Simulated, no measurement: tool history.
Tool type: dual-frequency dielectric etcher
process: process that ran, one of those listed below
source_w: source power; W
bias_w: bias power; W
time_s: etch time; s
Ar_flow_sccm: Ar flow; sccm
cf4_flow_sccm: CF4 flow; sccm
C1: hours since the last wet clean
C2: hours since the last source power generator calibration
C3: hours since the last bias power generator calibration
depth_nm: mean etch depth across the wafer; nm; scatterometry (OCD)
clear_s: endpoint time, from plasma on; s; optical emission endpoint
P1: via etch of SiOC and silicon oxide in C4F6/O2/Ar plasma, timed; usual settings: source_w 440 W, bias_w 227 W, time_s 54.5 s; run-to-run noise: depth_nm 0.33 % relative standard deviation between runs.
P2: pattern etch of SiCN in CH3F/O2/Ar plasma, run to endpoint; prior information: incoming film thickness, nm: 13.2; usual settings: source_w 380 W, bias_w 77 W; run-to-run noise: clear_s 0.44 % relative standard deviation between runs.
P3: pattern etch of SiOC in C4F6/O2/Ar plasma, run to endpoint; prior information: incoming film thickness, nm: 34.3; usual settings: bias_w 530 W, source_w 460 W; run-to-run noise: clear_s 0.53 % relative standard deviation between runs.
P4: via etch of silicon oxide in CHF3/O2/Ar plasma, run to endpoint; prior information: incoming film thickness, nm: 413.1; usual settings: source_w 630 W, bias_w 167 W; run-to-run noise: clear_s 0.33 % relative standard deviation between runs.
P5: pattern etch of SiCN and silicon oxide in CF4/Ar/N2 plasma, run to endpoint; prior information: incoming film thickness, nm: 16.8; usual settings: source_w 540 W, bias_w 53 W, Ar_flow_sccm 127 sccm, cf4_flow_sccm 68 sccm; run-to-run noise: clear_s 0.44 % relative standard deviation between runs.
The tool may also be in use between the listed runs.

run 1 hour=3 | process=P1 source_w=440 bias_w=227 time_s=54.5 | C1=204.5 C2=711.1 C3=752.1 | depth_nm=68.38
run 2 hour=6.8 | process=P4 source_w=630 bias_w=167 | C1=208.3 C2=714.9 C3=755.9 | clear_s=210.05
run 3 hour=9.3 | process=P1 source_w=440 bias_w=227 time_s=32.5 | C1=210.8 C2=717.4 C3=758.4 | depth_nm=40.677
run 4 hour=14.5 | process=P1 source_w=440 bias_w=173 time_s=54.5 | C1=216 C2=722.6 C3=763.6 | depth_nm=62.6
run 5 hour=16.9 | process=P5 source_w=540 bias_w=53 Ar_flow_sccm=127 cf4_flow_sccm=68 | C1=218.4 C2=725 C3=766 | clear_s=19.69
run 6 hour=19.6 | process=P4 source_w=510 bias_w=167 | C1=221.1 C2=727.7 C3=768.7 | clear_s=225.81
run 7 hour=22.6 | process=P2 source_w=380 bias_w=77 | C1=224.1 C2=730.7 C3=771.7 | clear_s=35.61
run 8 hour=27.8 | process=P3 source_w=460 bias_w=346 | C1=229.3 C2=735.9 C3=776.9 | clear_s=11.905
run 9 hour=31.2 | process=P3 source_w=460 bias_w=530 | C1=232.7 C2=739.3 C3=780.3 | clear_s=10.272
run 10 hour=35.8 | process=P2 source_w=380 bias_w=95 | C1=237.3 C2=743.9 C3=784.9 | clear_s=32.898
run 11 hour=40.7 | process=P1 source_w=440 bias_w=227 time_s=54.5 | C1=242.2 C2=748.8 C3=789.8 | depth_nm=67.814
run 12 hour=45 | process=P3 source_w=300 bias_w=530 | C1=246.5 C2=753.1 C3=794.1 | clear_s=11.988
run 13 hour=49.4 | process=P5 source_w=540 bias_w=65 Ar_flow_sccm=127 cf4_flow_sccm=68 | C1=250.9 C2=757.5 C3=798.5 | clear_s=18.428
run 14 hour=54.4 | process=P1 source_w=440 bias_w=227 time_s=54.5 | C1=255.9 C2=762.5 C3=803.5 | depth_nm=68.105
run 15 hour=59 | process=P4 source_w=630 bias_w=167 | C1=260.5 C2=767.1 C3=808.1 | clear_s=209.38
run 16 hour=61.7 | process=P5 source_w=540 bias_w=53 Ar_flow_sccm=127 cf4_flow_sccm=53 | C1=263.2 C2=769.8 C3=810.8 | clear_s=20.724
-- hour=66.5 source power generator calibrated
run 17 hour=66.6 | process=P2 source_w=380 bias_w=77 | C1=268.1 C2=0.1 C3=815.7 | clear_s=35.681
run 18 hour=71.4 | process=P1 source_w=310 bias_w=227 time_s=54.5 | C1=272.9 C2=4.9 C3=820.5 | depth_nm=59.716
run 19 hour=76 | process=P5 source_w=540 bias_w=53 Ar_flow_sccm=153 cf4_flow_sccm=68 | C1=277.5 C2=9.5 C3=825.1 | clear_s=20.328
run 20 hour=79.2 | process=P4 source_w=630 bias_w=118 | C1=280.7 C2=12.7 C3=828.3 | clear_s=232.59
run 21 hour=82.7 | process=P1 source_w=440 bias_w=309 time_s=54.5 | C1=284.2 C2=16.2 C3=831.8 | depth_nm=75.841
run 22 hour=86.7 | process=P1 source_w=440 bias_w=227 time_s=54.5 | C1=288.2 C2=20.2 C3=835.8 | depth_nm=68.02
run 23 hour=90.2 | process=P1 source_w=440 bias_w=227 time_s=67 | C1=291.7 C2=23.7 C3=839.3 | depth_nm=83.85
run 24 hour=94.9 | process=P1 source_w=440 bias_w=227 time_s=54.5 | C1=296.4 C2=28.4 C3=844 | depth_nm=68.259
run 25 hour=100.1 | process=P1 source_w=440 bias_w=227 time_s=54.5 | C1=301.6 C2=33.6 C3=849.2 | depth_nm=68.194
run 26 hour=103.1 | process=P5 source_w=340 bias_w=53 Ar_flow_sccm=127 cf4_flow_sccm=68 | C1=304.6 C2=36.6 C3=852.2 | clear_s=29.667
run 27 hour=106.8 | process=P1 source_w=440 bias_w=227 time_s=54.5 | C1=308.3 C2=40.3 C3=855.9 | depth_nm=68.449
run 28 hour=109.3 | process=P2 source_w=470 bias_w=77 | C1=310.8 C2=42.8 C3=858.4 | clear_s=32.73
run 29 hour=112 | process=P3 source_w=460 bias_w=530 | C1=313.5 C2=45.5 C3=861.1 | clear_s=10.366
run 30 hour=117.1 | process=P1 source_w=610 bias_w=227 time_s=54.5 | C1=318.6 C2=50.6 C3=866.2 | depth_nm=77.354
run 31 hour=122 | process=P5 source_w=540 bias_w=53 Ar_flow_sccm=127 cf4_flow_sccm=68 | C1=323.5 C2=55.5 C3=871.1 | clear_s=19.661
run 32 hour=125.4 | process=P1 source_w=290 bias_w=227 time_s=73.5 | C1=326.9 C2=58.9 C3=874.5 | depth_nm=78.653
run 33 hour=128.7 | process=P1 source_w=440 bias_w=227 time_s=54.5 | C1=330.2 C2=62.2 C3=877.8 | depth_nm=68.413
run 34 hour=132 | process=P1 source_w=440 bias_w=227 time_s=54.5 | C1=333.5 C2=65.5 C3=881.1 | depth_nm=67.865
run 35 hour=135.7 | process=P1 source_w=440 bias_w=227 time_s=54.5 | C1=337.2 C2=69.2 C3=884.8 | depth_nm=67.167
run 36 hour=140.8 | process=P1 source_w=440 bias_w=227 time_s=54.5 | C1=342.3 C2=74.3 C3=889.9 | depth_nm=67.16
run 37 hour=145.7 | process=P1 source_w=440 bias_w=227 time_s=54.5 | C1=347.2 C2=79.2 C3=894.8 | depth_nm=67.591
-- hour=147 wet clean of the chamber
run 38 hour=149.2 | process=P1 source_w=440 bias_w=227 time_s=54.5 | C1=2.3 C2=82.7 C3=898.3 | depth_nm=67.368
run 39 hour=154.4 | process=P1 source_w=440 bias_w=227 time_s=54.5 | C1=7.5 C2=87.9 C3=903.5 | depth_nm=66.898
run 40 hour=159.2 | process=P1 source_w=440 bias_w=227 time_s=54.5 | C1=12.3 C2=92.7 C3=908.3 | depth_nm=67.236
run 41 hour=162 | process=P1 source_w=440 bias_w=227 time_s=54.5 | C1=15.1 C2=95.5 C3=911.1 | depth_nm=67.318

Compared with where it was, what P1 gives has crept away. Each cause listed below fits the log as well as the rest, at the size given for it:
A: bias power that arrives under what is set, % = 4.78
B: source power that arrives under what is set, % = 4.18
The creep began at about hour 128.7.
Ruled out, with reasons:
chamber walls in a state that lowers the etch rate, %: serviced at hour 147, after the drift had started, without restoring the earlier output

Which of the 4 check runs listed below, each an average over 3 wafers with its results shown as question marks, gives clearly different results under the different listed causes?
run check 1 hour=164.8 | process=P5 source_w=540 bias_w=53 Ar_flow_sccm=146 cf4_flow_sccm=53 | clear_s=?
run check 2 hour=164.8 | process=P2 source_w=440 bias_w=77 | clear_s=?
run check 3 hour=164.8 | process=P3 source_w=300 bias_w=530 | clear_s=?
run check 4 hour=164.8 | process=P4 source_w=630 bias_w=119 | clear_s=?

Outcome of each check run for each possible cause:
check=check_1 result=clear_s if_A=21.523 if_B=21.969
check=check_2 result=clear_s if_A=34.229 if_B=34.183
check=check_3 result=clear_s if_A=12.225 if_B=12.188
check=check_4 result=clear_s if_A=235.79 if_B=236.24
Distance between the nearest two causes, measured in the result of the check that separates them most: check 1 2.05 %; check 2 0.13 %; check 3 0.3 %; check 4 0.19 %
Only in check 1 would the causes give clearly different results; in the remaining checks their results would be nearly the same.

The results of check 1 are: clear_s 22.014 s. Based on these, which of the listed causes is it?

It is B: source power that arrives under what is set, %.
